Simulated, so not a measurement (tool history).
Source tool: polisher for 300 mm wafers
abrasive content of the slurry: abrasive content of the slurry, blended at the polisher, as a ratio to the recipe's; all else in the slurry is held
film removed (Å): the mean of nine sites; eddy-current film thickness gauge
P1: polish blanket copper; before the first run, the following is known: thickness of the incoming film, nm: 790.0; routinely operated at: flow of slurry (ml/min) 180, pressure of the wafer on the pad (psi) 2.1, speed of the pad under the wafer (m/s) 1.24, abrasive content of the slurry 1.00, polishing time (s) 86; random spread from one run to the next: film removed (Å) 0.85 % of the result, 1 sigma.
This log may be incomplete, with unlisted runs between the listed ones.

run	hour	flow of slurry (ml/min)	pressure of the wafer on the pad (psi)	speed of the pad under the wafer (m/s)	abrasive content of the slurry	polishing time (s)	wafers polished on this pad	hours since the slurry nozzle was cleaned	hours since the head pressure was calibrated	hours since the slurry blender was calibrated	film removed (Å)
1	8.6	180	2.1	1.24	1.00	86	827	80.6	103.6	30.4	2192.20
2	17.1	180	2.1	1.24	1.00	86	880	89.1	112.1	38.9	2165.20
3	28.1	180	2.1	1.24	1.45	86	949	100.1	123.1	49.9	2373.50
4	45.6	180	2.1	1.24	0.65	86	1058	117.6	140.6	67.4	2005.30
5	54.8	180	2.1	1.24	1.00	86	1115	126.8	149.8	76.6	2188.10
6	66.5	180	2.1	0.56	1.00	86	1188	138.5	161.5	88.3	988.67
7	77.6	180	2.1	1.24	1.00	86	1258	149.6	172.6	99.4	2179.20
8	86.7	130	2.1	1.24	1.00	86	1314	158.7	181.7	108.5	2115.30
9	95.9	180	2.1	1.24	1.00	131	1372	167.9	190.9	117.7	3309.70
10	104.9	180	1.6	1.24	1.00	133	1428	176.9	199.9	126.7	2571.80
11	117.6	180	2.1	1.96	1.00	86	1507	189.6	212.6	139.4	3456.60
12	129.1	180	2.1	1.24	1.00	59	1579	201.1	224.1	150.9	1470.50
13	146.4	180	2.1	1.24	1.00	86	1687	218.4	241.4	168.2	2175.90
14	159.3	180	0.9	1.24	1.00	86	1767	231.3	254.3	181.1	933.61
15	172.3	180	3.2	1.24	1.00	86	1848	244.3	267.3	194.1	3324.20
16	180.3	120	2.1	1.24	1.40	86	1898	252.3	275.3	202.1	2176.50
17	188.8	180	2.1	1.24	1.00	86	1951	260.8	283.8	210.6	2176.90
18	205.7	180	2.1	1.68	1.20	86	2056	277.7	300.7	227.5	3066.00
19	213.6	285	2.1	1.24	1.00	86	2106	285.6	308.6	235.4	2322.40
20	224.8	180	2.1	1.24	1.00	86	2175	296.8	319.8	246.6	2197.80
21	235.8	180	2.1	1.24	1.00	86	2244	307.8	330.8	257.6	2083.50
22	253.2	180	2.1	1.24	1.00	86	2352	325.2	348.2	275.0	2045.40
23	262.2	180	2.1	1.24	1.00	86	2409	334.2	357.2	284.0	2019.00
# hour 272.5: slurry blender recalibrated
24	272.5	180	2.1	1.24	1.00	86	2473	344.5	367.5	0.0	1997.80
# hour 276.1: head pressure recalibrated
25	289.2	180	2.1	1.24	1.00	86	2577	361.2	13.2	16.7	2023.50
26	303.2	180	2.1	1.24	1.00	86	2664	375.2	27.2	30.7	1976.40

Something has made what P1 gives creep away from where it was; the 2 causes below, each at its own stated size, fit the log equally well:
A: removal rate lost through wear of the pad, % = 8.73
B: slurry flow missing at the pad, % = 39.1
The onset of the drift is placed at about hour 224.8.
Every other cause this tool's parts could produce, and why it does not fit the log:
head's pressure below its setpoint, %: serviced at hour 276.1, after the change had begun; the process did not return to its earlier output
abrasive missing from the slurry, %: serviced at hour 272.5, after the change had begun; the process did not return to its earlier output

You are offered 4 check runs, listed below with question marks in place of their results; each one averages 5 wafers. Which run separates the listed causes by giving clearly different results for each?
check 1	317.2	275	2.1	1.62	1.00	86					?
check 2	317.2	180	2.1	1.24	1.25	59					?
check 3	317.2	180	1.0	0.80	1.00	86					?
check 4	317.2	180	3.1	1.88	1.00	86					?

What every check run would give for each of its results, assuming each possible cause in turn:
check	result	if A	if B
check 1	film removed (Å)	2740.70	2823.40
check 2	film removed (Å)	1435.90	1435.80
check 3	film removed (Å)	612.59	612.55
check 4	film removed (Å)	4462.70	4462.40
Smallest distance between any two causes, each pair judged by its most separating result, in per cent: check 1 2.97 %; check 2 0.01 %; check 3 0.01 %; check 4 0.01 %
Of the check runs offered, only check 1 discriminates between the causes; the rest would read about the same regardless of which cause applies.

After running check 1, the following was obtained: film removed (Å) 2746.10. Which cause does this point to?

It is A: removal rate lost through wear of the pad, %.
